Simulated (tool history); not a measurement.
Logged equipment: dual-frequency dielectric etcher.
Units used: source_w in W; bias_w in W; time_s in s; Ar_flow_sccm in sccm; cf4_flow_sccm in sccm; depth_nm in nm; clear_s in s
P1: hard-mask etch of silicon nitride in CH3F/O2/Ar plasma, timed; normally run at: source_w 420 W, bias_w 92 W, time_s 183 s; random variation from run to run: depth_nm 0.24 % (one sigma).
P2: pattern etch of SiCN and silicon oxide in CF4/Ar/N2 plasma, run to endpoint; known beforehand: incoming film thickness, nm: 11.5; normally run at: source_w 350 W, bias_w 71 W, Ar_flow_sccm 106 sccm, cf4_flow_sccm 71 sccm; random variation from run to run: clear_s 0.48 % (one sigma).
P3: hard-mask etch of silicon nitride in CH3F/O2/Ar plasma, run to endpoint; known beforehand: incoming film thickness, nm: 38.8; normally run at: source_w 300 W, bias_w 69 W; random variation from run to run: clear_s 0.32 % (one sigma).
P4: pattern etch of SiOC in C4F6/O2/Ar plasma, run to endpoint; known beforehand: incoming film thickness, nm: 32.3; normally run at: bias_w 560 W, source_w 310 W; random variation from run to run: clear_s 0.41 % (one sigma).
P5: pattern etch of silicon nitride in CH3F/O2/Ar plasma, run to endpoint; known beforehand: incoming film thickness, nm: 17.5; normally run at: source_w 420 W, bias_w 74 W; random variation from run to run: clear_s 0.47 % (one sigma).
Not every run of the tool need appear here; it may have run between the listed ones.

run   hour  process  source_w  bias_w  time_s  Ar_flow_sccm  cf4_flow_sccm  depth_nm  clear_s
  1      7       P1       420      92     183                                 137.56
  2   17.3       P1       420      92     183                                 137.28
  3     28       P1       330      92     122                                 83.497
  4   33.5       P4       310     560                                                  11.361
  5   44.2       P1       420      92     183                                 137.36
  6   53.7       P1       560      92     183                                 153.34
  7   61.5       P2       350     100                   106             71             15.284
  8   67.6       P1       420      92     254                                 190.85
  9   75.7       P1       420      92     101                                 76.043
 10   83.7       P1       420      92     183                                 137.41
 11   92.4       P5       420      99                                                  22.223
 12  100.7       P1       420     114     183                                 148.46
 13  111.8       P1       420      72     183                                 126.08
 14  123.7       P3       300      94                                                  57.224
 15  130.6       P1       420      92     183                                 137.23
 16  136.2       P2       350      71                   106             94             16.679
 17  142.3       P5       420      74                                                  24.429
 18  151.5       P1       520     118     183                                 163.07
 19    157       P4       310     723                                                  10.234
 20  164.7       P5       420      74                                                  24.499
 21  172.7       P2       350      71                   106             71             17.287
 22  180.6       P5       290      74                                                  28.286
 23  192.7       P3       300      69                                                  63.846
 24  199.8       P4       440     560                                                  9.9838
 25  206.8       P1       420      92     183                                 137.24
 26  212.6       P3       300      69                                                  64.015
 27  223.3       P3       170      69                                                  78.974
 28  230.9       P1       420     121   131.5                                 109.09
 29  236.6       P1       420      92     183                                 137.66
 30  242.9       P2       350      71                   106             71             17.248
 31  251.4       P2       350      71                    75             71             16.399
 32    263       P1       310      92     183                                 122.42
 33  273.8       P2       490      71                   106             71             12.837
 34  283.5       P1       420      92     183                                 137.82
 35  289.6       P1       420      92     183                                 136.93
 36  298.5       P1       420      92     183                                 136.22
 37  305.4       P1       420      92     183                                 135.81
     309.8  -- wet clean of the chamber
 38  313.3       P1       420      92     183                                 136.23
 39  324.9       P1       420      92     183                                 135.62
 40  333.6       P1       420      92     183                                  135.8
 41  345.1       P1       420      92     183                                 135.08
 42  354.4       P1       420      92     183                                 134.78

What P1 gives has crept away from where it was. These 2 causes fit the log equally well, each at the size given:
A: source power that arrives under what is set, % = 4.37
B: bias power that arrives under what is set, % = 4.55
At approximately hour 283.5, the process output began to creep.
All other causes, with the reason each is excluded:
chamber walls in a state that lowers the etch rate, %: serviced at hour 309.8, after the drift had started, without restoring the earlier output

The 4 check runs listed below each average the results of 3 wafers, and their outcomes are marked with question marks. Under which run would the listed causes produce clearly different results?
check 1  363.7       P2       350      71                   106             71                  ?
check 2  363.7       P4       310     560                                                       ?
check 3  363.7       P3       300      69                                                       ?
check 4  363.7       P5       420      74                                                       ?

Expected result of each check under each candidate cause:
  check   result    if A    if B
check 1  clear_s  17.937  17.524
check 2  clear_s  11.542  11.559
check 3  clear_s  64.954  64.903
check 4  clear_s  25.024  24.999
Per-check spread between the two closest causes, in the result where they differ most: check 1 2.33 %; check 2 0.15 %; check 3 0.08 %; check 4 0.1 %
Of the check runs offered, only check 1 discriminates between the causes; the rest would read about the same regardless of which cause applies.

Then check 1 was run and gave: clear_s 17.535 s. Which cause is it?

It is B: bias power that arrives under what is set, %.
